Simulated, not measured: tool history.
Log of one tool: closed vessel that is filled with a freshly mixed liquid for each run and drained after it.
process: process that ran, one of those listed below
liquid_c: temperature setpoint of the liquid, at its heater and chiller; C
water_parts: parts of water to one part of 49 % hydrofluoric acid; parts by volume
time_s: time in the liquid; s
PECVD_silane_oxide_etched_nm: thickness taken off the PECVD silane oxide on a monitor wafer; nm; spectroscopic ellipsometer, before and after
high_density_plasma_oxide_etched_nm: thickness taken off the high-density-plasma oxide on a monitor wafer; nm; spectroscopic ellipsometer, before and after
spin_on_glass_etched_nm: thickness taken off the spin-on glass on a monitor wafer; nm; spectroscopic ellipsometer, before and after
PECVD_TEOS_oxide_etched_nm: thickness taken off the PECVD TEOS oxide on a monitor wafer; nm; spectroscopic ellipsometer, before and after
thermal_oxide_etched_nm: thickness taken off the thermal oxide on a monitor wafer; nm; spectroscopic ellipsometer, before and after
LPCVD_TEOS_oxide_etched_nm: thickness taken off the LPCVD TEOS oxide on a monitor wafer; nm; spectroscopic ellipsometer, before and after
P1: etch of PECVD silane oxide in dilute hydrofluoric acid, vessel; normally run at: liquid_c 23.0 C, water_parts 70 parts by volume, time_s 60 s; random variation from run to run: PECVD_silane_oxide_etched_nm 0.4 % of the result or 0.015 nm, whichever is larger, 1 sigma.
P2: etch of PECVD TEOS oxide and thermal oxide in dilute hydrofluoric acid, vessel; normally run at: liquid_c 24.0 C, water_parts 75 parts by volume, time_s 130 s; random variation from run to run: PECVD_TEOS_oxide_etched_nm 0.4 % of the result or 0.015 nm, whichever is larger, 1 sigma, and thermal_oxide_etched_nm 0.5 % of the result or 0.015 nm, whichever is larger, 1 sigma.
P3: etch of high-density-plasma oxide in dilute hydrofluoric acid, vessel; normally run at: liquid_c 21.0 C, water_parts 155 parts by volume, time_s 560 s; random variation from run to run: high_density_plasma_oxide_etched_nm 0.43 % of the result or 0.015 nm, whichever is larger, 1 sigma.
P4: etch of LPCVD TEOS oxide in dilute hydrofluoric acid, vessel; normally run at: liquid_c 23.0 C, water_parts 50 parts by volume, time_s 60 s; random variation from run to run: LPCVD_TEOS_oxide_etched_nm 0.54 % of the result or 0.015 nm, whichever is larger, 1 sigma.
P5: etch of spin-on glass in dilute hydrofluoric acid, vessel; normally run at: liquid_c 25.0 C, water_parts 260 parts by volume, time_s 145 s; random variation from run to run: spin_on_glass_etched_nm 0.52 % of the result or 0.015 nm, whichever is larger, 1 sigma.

run,hour,process,liquid_c,water_parts,time_s,PECVD_silane_oxide_etched_nm,high_density_plasma_oxide_etched_nm,spin_on_glass_etched_nm,PECVD_TEOS_oxide_etched_nm,thermal_oxide_etched_nm,LPCVD_TEOS_oxide_etched_nm
1,3.5,P1,23.0,70,60,16.2360,,,,,
2,6.4,P3,21.0,155,560,,27.8350,,,,
3,10.5,P5,25.0,455,145,,,12.1380,,,
4,16.0,P1,23.0,70,60,16.0410,,,,,
5,20.9,P1,28.0,70,60,19.7980,,,,,
6,25.0,P2,24.0,30,130,,,,63.5840,22.2470,
7,29.9,P1,23.0,70,30,8.0320,,,,,
8,35.5,P5,25.0,260,145,,,25.6640,,,
9,39.3,P3,21.0,155,100,,4.9387,,,,
10,45.2,P4,28.0,50,60,,,,,,25.392
11,48.9,P1,23.0,70,60,16.0800,,,,,
12,53.2,P1,23.0,110,60,9.7405,,,,,
13,56.0,P5,25.0,260,145,,,25.8180,,,
14,60.1,P1,23.0,70,95,25.5110,,,,,
15,64.0,P5,21.0,260,145,,,22.1420,,,
16,69.4,P1,23.0,70,60,16.1800,,,,,
17,73.5,P1,17.0,70,60,12.4970,,,,,
18,77.8,P1,23.0,70,60,16.1950,,,,,
19,83.8,P1,23.0,100,105,19.1980,,,,,
20,86.9,P2,18.5,75,130,,,,19.0380,6.7141,
21,90.3,P5,25.0,260,35,,,6.1455,,,
22,93.8,P2,24.0,75,130,,,,23.8550,8.3288,
23,98.4,P4,23.0,20,60,,,,,,54.316
24,104.8,P4,23.0,50,60,,,,,,20.762
25,108.4,P2,24.0,75,45,,,,8.2836,2.8987,
26,113.4,P4,23.0,50,110,,,,,,37.882
27,118.6,P3,17.0,155,560,,23.4510,,,,
28,122.7,P1,23.0,35,60,33.5410,,,,,
29,126.9,P1,23.0,70,60,16.1310,,,,,
30,132.4,P3,21.0,290,560,,12.9480,,,,
31,136.7,P1,23.0,70,60,16.0750,,,,,
32,140.1,P1,23.0,70,60,15.6050,,,,,
33,144.7,P1,23.0,70,60,15.0960,,,,,
34,149.6,P1,23.0,70,60,14.8940,,,,,
35,153.8,P1,23.0,70,60,14.8730,,,,,
36,158.4,P1,23.0,70,60,14.7880,,,,,
37,161.5,P1,23.0,70,60,14.6820,,,,,

What P1 gives has crept away from where it was. These 2 causes fit the log equally well, each at the size given:
A: liquid colder than its thermometer reads (K) = 2.22
B: hydrofluoric acid flow below the setpoint (%) = 8.05
The creep began at about hour 136.7.

4 check runs are offered, one wafer each, their results left as question marks. Which one tells the causes apart?
check 1,164.6,P5,25.0,430,145,,,?,,,
check 2,164.6,P3,17.0,155,560,,?,,,,
check 3,164.6,P2,19.0,75,130,,,,?,?,
check 4,164.6,P4,27.0,20,60,,,,,,?

What each check would give under each cause:
check,result,if A,if B
check 1,spin_on_glass_etched_nm,12.2280,11.6890
check 2,high_density_plasma_oxide_etched_nm,21.4700,21.3600
check 3,PECVD_TEOS_oxide_etched_nm,17.7100,17.7620
check 3,thermal_oxide_etched_nm,6.2017,6.2202
check 4,LPCVD_TEOS_oxide_etched_nm,58.165,58.515
How far apart the two closest causes lie, in the result that separates them most: check 1 4.51 %; check 2 0.51 %; check 3 0.3 %; check 4 0.6 %
Only check 1 tells the causes apart: in the others they would give nearly the same result.

Then check 1 was run and gave: spin_on_glass_etched_nm 11.6610 nm. Which cause is it?

It is B: hydrofluoric acid flow below the setpoint (%).
